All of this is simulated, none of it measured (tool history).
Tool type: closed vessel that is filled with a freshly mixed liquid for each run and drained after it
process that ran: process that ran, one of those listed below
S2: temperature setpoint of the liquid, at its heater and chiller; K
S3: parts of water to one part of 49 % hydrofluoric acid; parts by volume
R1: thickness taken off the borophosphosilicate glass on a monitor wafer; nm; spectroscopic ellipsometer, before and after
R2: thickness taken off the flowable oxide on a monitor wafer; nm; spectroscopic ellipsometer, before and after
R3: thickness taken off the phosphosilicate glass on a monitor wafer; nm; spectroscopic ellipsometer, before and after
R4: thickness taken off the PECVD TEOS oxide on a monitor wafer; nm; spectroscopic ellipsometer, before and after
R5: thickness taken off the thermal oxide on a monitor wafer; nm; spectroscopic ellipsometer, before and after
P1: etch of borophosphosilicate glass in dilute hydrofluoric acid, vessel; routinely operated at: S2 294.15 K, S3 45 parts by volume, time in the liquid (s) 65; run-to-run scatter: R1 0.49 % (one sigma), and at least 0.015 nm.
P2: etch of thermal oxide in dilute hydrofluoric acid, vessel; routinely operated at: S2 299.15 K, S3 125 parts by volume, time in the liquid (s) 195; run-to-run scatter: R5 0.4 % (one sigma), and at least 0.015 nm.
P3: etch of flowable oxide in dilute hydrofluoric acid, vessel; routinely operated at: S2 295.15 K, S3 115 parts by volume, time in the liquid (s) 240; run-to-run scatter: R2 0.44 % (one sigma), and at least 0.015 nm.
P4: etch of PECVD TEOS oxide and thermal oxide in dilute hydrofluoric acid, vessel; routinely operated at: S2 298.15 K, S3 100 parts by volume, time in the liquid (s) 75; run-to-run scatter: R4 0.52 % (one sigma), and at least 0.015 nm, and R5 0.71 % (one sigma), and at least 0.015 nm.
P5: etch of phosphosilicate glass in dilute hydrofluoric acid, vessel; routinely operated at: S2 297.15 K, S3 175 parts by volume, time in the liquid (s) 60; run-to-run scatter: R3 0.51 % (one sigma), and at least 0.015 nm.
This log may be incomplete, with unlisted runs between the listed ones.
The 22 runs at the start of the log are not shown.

Run 23, hour 225.6: process that ran P4, S2 298.15 K, S3 100 parts by volume, time in the liquid (s) 75. Result: R4 7.7669 nm, R5 3.7242 nm.
Run 24, hour 235.7: process that ran P4, S2 294.15 K, S3 100 parts by volume, time in the liquid (s) 75. Result: R4 6.6346 nm, R5 3.1445 nm.
Run 25, hour 243.8: process that ran P1, S2 298.65 K, S3 45 parts by volume, time in the liquid (s) 65. Result: R1 42.264 nm.
Run 26, hour 258.3: process that ran P2, S2 295.15 K, S3 125 parts by volume, time in the liquid (s) 195. Result: R5 6.5073 nm.
Run 27, hour 269.4: process that ran P1, S2 294.15 K, S3 45 parts by volume, time in the liquid (s) 65. Result: R1 35.445 nm.
Run 28, hour 278.7: process that ran P1, S2 294.15 K, S3 45 parts by volume, time in the liquid (s) 115. Result: R1 62.765 nm.
Run 29, hour 286.1: process that ran P2, S2 299.15 K, S3 125 parts by volume, time in the liquid (s) 195. Result: R5 7.5612 nm.
Run 30, hour 299.5: process that ran P3, S2 295.15 K, S3 20 parts by volume, time in the liquid (s) 240. Result: R2 366.86 nm.
Run 31, hour 307.4: process that ran P3, S2 295.15 K, S3 115 parts by volume, time in the liquid (s) 60. Result: R2 14.14 nm.
Run 32, hour 320.9: process that ran P1, S2 294.15 K, S3 45 parts by volume, time in the liquid (s) 65. Result: R1 35.136 nm.
Run 33, hour 329.1: process that ran P1, S2 294.15 K, S3 45 parts by volume, time in the liquid (s) 65. Result: R1 35.109 nm.

For run 34, what comes out?
Run 34, hour 335.8: process that ran P5, S2 304.15 K, S3 175 parts by volume, time in the liquid (s) 60. Result: R3 ?.

{"run 34": {"R3": 27.288}}
